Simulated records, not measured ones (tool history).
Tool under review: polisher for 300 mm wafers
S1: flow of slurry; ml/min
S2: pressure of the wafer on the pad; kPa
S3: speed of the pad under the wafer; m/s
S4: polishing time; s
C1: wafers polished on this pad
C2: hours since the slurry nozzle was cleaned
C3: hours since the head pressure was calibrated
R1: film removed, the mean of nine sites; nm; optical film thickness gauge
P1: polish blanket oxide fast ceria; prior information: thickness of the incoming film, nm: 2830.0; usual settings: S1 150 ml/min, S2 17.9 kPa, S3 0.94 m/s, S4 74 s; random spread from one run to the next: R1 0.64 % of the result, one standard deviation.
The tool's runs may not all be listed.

run,hour,S1,S2,S3,S4,C1,C2,C3,R1
1,13.1,150,17.9,0.94,74,652,95.2,673.6,1237.00
2,25.9,150,17.9,0.94,74,763,108.0,686.4,1220.70
3,38.6,150,8.3,0.94,74,874,120.7,699.1,565.59
4,53.8,150,22.1,0.94,55,1006,135.9,714.3,1122.10
5,63.9,150,17.9,0.94,74,1094,146.0,724.4,1228.80
6,78.6,150,17.9,0.94,74,1222,160.7,739.1,1219.30
7,88.5,150,17.9,0.94,74,1309,170.6,749.0,1237.30
8,101.5,150,17.9,0.94,118,1422,183.6,762.0,1955.80
9,110.2,150,17.9,0.94,74,1498,192.3,770.7,1232.70
10,124.5,150,17.9,1.20,74,1623,206.6,785.0,1564.90
11,133.2,150,17.9,0.94,41,1698,215.3,793.7,689.87
12,141.9,150,17.9,0.60,74,1774,224.0,802.4,777.05
13,149.2,90,17.9,0.94,74,1838,231.3,809.7,1107.40
14,158.1,220,17.9,0.94,74,1915,240.2,818.6,1300.50
15,165.9,150,27.6,0.94,74,1983,248.0,826.4,1869.70
16,176.6,150,17.9,0.94,74,2077,258.7,837.1,1224.90
17,186.7,150,17.9,0.94,74,2165,268.8,847.2,1196.80
18,198.3,150,17.9,0.94,74,2266,280.4,858.8,1163.00
19,210.2,150,17.9,0.94,74,2369,292.3,870.7,1163.00
20,224.0,150,17.9,0.94,74,2490,306.1,884.5,1138.80
# hour 228.8: head pressure recalibrated
21,233.7,150,17.9,0.94,74,2574,315.8,5.0,1148.50
22,248.5,150,17.9,0.94,74,2703,330.6,19.8,1140.90

What P1 gives has crept away from where it was. These 2 causes fit the log equally well, each at the size given:
A: slurry flow missing at the pad, % = 30.6
B: removal rate lost through wear of the pad, % = 7.19
The drift started at roughly hour 176.6.
What rules out each remaining cause:
head's pressure below its setpoint, %: serviced at hour 228.8, after the change had begun; the process did not return to its earlier output

Which of the check runs below tells the causes apart, meaning the causes would give it clearly different results? Each run uses 2 wafers whose results are averaged, and each result is shown as a question mark.
check 1,263.3,90,17.9,0.94,74,,,,?
check 2,263.3,150,17.9,0.94,100,,,,?
check 3,263.3,150,26.9,1.20,74,,,,?
check 4,263.3,150,17.9,0.68,56,,,,?

Expected result of each check under each candidate cause:
check,result,if A,if B
check 1,R1,978.08,1020.40
check 2,R1,1542.10,1542.30
check 3,R1,2185.20,2185.50
check 4,R1,624.73,624.80
How far apart the two closest causes lie, in the result that separates them most: check 1 4.23 %; check 2 0.01 %; check 3 0.01 %; check 4 0.01 %
Of the check runs offered, only check 1 discriminates between the causes; the rest would read about the same regardless of which cause applies.

Check 1 was carried out, with these results: R1 1016.90 nm. Which of the listed causes is responsible?

It is B: removal rate lost through wear of the pad, %.
